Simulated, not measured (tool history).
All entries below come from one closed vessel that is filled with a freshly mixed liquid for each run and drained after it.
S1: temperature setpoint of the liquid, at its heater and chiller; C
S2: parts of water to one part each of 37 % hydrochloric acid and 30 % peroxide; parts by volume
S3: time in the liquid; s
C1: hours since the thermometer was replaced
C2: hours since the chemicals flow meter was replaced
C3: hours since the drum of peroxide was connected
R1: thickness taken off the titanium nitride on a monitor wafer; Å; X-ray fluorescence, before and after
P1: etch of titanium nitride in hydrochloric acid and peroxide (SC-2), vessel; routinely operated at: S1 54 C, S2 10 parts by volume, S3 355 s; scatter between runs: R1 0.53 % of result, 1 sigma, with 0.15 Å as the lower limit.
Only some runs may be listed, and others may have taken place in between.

run,hour,S1,S2,S3,C1,C2,C3,R1
1,3.5,54,10,355,615.7,458.8,958.8,63.89
2,10.3,38,10,355,622.5,465.6,965.6,21.35
3,16.5,54,4,355,628.7,471.8,971.8,127.38
4,22.9,54,17.5,355,635.1,478.2,978.2,39.049
5,27.1,61.5,10,355,639.3,482.4,982.4,102.72
6,31.5,60.5,4,355,643.7,486.8,986.8,191.78
7,38.1,61,15,355,650.3,493.4,993.4,69.67
# hour 39.4: new drum of peroxide connected
8,44.6,54,10,355,656.8,499.9,5.3,63.052
9,47.7,54,10,185,659.9,503,8.4,32.896
10,51.7,69,10,50,663.9,507,12.4,22.565
11,56,54,10,355,668.2,511.3,16.7,62.965
12,61.7,54,10,355,673.9,517,22.4,63.661
13,66.1,54,10,635,678.3,521.4,26.8,112.29
14,70.1,54,10,355,682.3,525.4,30.8,63.392
15,74.1,54,10,355,686.3,529.4,34.8,62.733
16,77.6,54,10,355,689.8,532.9,38.3,61.445
17,84.4,54,10,355,696.6,539.7,45.1,59.745
18,88.1,54,10,355,700.3,543.4,48.8,58.705
19,91.2,54,10,355,703.4,546.5,51.9,58.878
20,95,54,10,355,707.2,550.3,55.7,58.525

Run 21 comes next. What will it give?
# hour 96.5: new drum of peroxide connected
21,100.9,54,10,355,713.1,556.2,4.4,?

R1: 58.495 Å
